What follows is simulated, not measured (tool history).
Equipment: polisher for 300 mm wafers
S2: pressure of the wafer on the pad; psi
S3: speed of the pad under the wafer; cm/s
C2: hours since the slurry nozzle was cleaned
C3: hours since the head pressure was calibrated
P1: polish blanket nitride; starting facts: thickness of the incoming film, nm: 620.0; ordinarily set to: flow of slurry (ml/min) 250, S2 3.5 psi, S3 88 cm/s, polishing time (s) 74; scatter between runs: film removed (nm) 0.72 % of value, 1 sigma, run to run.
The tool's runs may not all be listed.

Run 1, day 0.238: flow of slurry (ml/min) 250, S2 3.5 psi, S3 88 cm/s, polishing time (s) 74; wafers polished on this pad 616; C2 110.5; C3 344.1. Result: film removed (nm) 122.24.
Run 2, day 0.388: flow of slurry (ml/min) 250, S2 3.5 psi, S3 88 cm/s, polishing time (s) 40; wafers polished on this pad 662; C2 114.1; C3 347.7. Result: film removed (nm) 66.288.
Run 3, day 0.646: flow of slurry (ml/min) 350, S2 3.5 psi, S3 88 cm/s, polishing time (s) 74; wafers polished on this pad 741; C2 120.3; C3 353.9. Result: film removed (nm) 124.72.
Run 4, day 0.875: flow of slurry (ml/min) 250, S2 3.5 psi, S3 88 cm/s, polishing time (s) 74; wafers polished on this pad 811; C2 125.8; C3 359.4. Result: film removed (nm) 122.07.
Run 5, day 1.062: flow of slurry (ml/min) 150, S2 3.5 psi, S3 88 cm/s, polishing time (s) 74; wafers polished on this pad 868; C2 130.3; C3 363.9. Result: film removed (nm) 113.69.
Run 6, day 1.275: flow of slurry (ml/min) 250, S2 3.5 psi, S3 88 cm/s, polishing time (s) 74; wafers polished on this pad 934; C2 135.4; C3 369. Result: film removed (nm) 122.97.
Run 7, day 1.608: flow of slurry (ml/min) 250, S2 3.5 psi, S3 88 cm/s, polishing time (s) 74; wafers polished on this pad 1036; C2 143.4; C3 377. Result: film removed (nm) 121.38.
Run 8, day 1.808: flow of slurry (ml/min) 250, S2 5.5 psi, S3 88 cm/s, polishing time (s) 74; wafers polished on this pad 1097; C2 148.2; C3 381.8. Result: film removed (nm) 190.62.
Run 9, day 1.954: flow of slurry (ml/min) 250, S2 3.5 psi, S3 126 cm/s, polishing time (s) 74; wafers polished on this pad 1141; C2 151.7; C3 385.3. Result: film removed (nm) 162.3.
Run 10, day 2.275: flow of slurry (ml/min) 250, S2 1.7 psi, S3 88 cm/s, polishing time (s) 74; wafers polished on this pad 1240; C2 159.4; C3 393. Result: film removed (nm) 59.1.
Run 11, day 2.546: flow of slurry (ml/min) 320, S2 3.5 psi, S3 88 cm/s, polishing time (s) 57; wafers polished on this pad 1323; C2 165.9; C3 399.5. Result: film removed (nm) 96.52.
Run 12, day 2.733: flow of slurry (ml/min) 250, S2 3.5 psi, S3 88 cm/s, polishing time (s) 74; wafers polished on this pad 1380; C2 170.4; C3 404. Result: film removed (nm) 120.93.
Run 13, day 2.938: flow of slurry (ml/min) 250, S2 3.5 psi, S3 118 cm/s, polishing time (s) 102; wafers polished on this pad 1443; C2 175.3; C3 408.9. Result: film removed (nm) 214.79.
Run 14, day 3.129: flow of slurry (ml/min) 250, S2 3.5 psi, S3 52 cm/s, polishing time (s) 74; wafers polished on this pad 1501; C2 179.9; C3 413.5. Result: film removed (nm) 79.623.
Run 15, day 3.433: flow of slurry (ml/min) 250, S2 3.5 psi, S3 88 cm/s, polishing time (s) 115; wafers polished on this pad 1594; C2 187.2; C3 420.8. Result: film removed (nm) 192.39.
Run 16, day 3.688: flow of slurry (ml/min) 250, S2 3.5 psi, S3 88 cm/s, polishing time (s) 74; wafers polished on this pad 1672; C2 193.3; C3 426.9. Result: film removed (nm) 121.73.
Run 17, day 3.838: flow of slurry (ml/min) 250, S2 3.5 psi, S3 88 cm/s, polishing time (s) 74; wafers polished on this pad 1718; C2 196.9; C3 430.5. Result: film removed (nm) 118.7.
Run 18, day 4.088: flow of slurry (ml/min) 250, S2 3.5 psi, S3 88 cm/s, polishing time (s) 74; wafers polished on this pad 1795; C2 202.9; C3 436.5. Result: film removed (nm) 116.94.
Run 19, day 4.238: flow of slurry (ml/min) 250, S2 3.5 psi, S3 88 cm/s, polishing time (s) 74; wafers polished on this pad 1841; C2 206.5; C3 440.1. Result: film removed (nm) 114.79.
Run 20, day 4.392: flow of slurry (ml/min) 250, S2 3.5 psi, S3 88 cm/s, polishing time (s) 74; wafers polished on this pad 1888; C2 210.2; C3 443.8. Result: film removed (nm) 114.85.
At day 4.55: head pressure recalibrated.
Run 21, day 4.588: flow of slurry (ml/min) 250, S2 3.5 psi, S3 88 cm/s, polishing time (s) 74; wafers polished on this pad 1948; C2 214.9; C3 0.9. Result: film removed (nm) 114.99.
Run 22, day 4.821: flow of slurry (ml/min) 250, S2 3.5 psi, S3 88 cm/s, polishing time (s) 74; wafers polished on this pad 2019; C2 220.5; C3 6.5. Result: film removed (nm) 114.77.
Run 23, day 5.138: flow of slurry (ml/min) 250, S2 3.5 psi, S3 88 cm/s, polishing time (s) 74; wafers polished on this pad 2116; C2 228.1; C3 14.1. Result: film removed (nm) 114.62.

What P1 gives has crept off from where it sat before. The 2 causes that follow fit the log equally well, each at the size noted:
A: removal rate lost through wear of the pad, % = 6.49
B: slurry flow missing at the pad, % = 38.9
The onset of the drift is placed at about day 3.688.
All other causes, with the reason each is excluded:
head's pressure below its setpoint, %: serviced at day 4.55, which brought nothing back

The 4 check runs listed below each average the results of 2 wafers, and their outcomes are marked with question marks. Under which run would the listed causes produce clearly different results?
Run check 1, day 5.454: flow of slurry (ml/min) 250, S2 5.4 psi, S3 88 cm/s, polishing time (s) 114. Result: film removed (nm) ?.
Run check 2, day 5.454: flow of slurry (ml/min) 250, S2 3.5 psi, S3 58 cm/s, polishing time (s) 92. Result: film removed (nm) ?.
Run check 3, day 5.454: flow of slurry (ml/min) 150, S2 3.5 psi, S3 124 cm/s, polishing time (s) 74. Result: film removed (nm) ?.
Run check 4, day 5.454: flow of slurry (ml/min) 250, S2 3.5 psi, S3 108 cm/s, polishing time (s) 74. Result: film removed (nm) ?.

What each check would give under each cause:
  check             result    if A    if B
check 1  film removed (nm)  271.24  271.26
check 2  film removed (nm)  101.64  101.65
check 3  film removed (nm)  139.97  134.46
check 4  film removed (nm)  134.44  134.44
Smallest distance between any two causes, each pair judged by its most separating result, in per cent: check 1 0.01 %; check 2 0.01 %; check 3 4.02 %; check 4 0.01 %
Check 3 tells the causes apart: in the others they would give nearly the same result.

Running check 3 produced the following: film removed (nm) 140.22. Which one of the listed causes fits?

It was cause A: removal rate lost through wear of the pad, %.
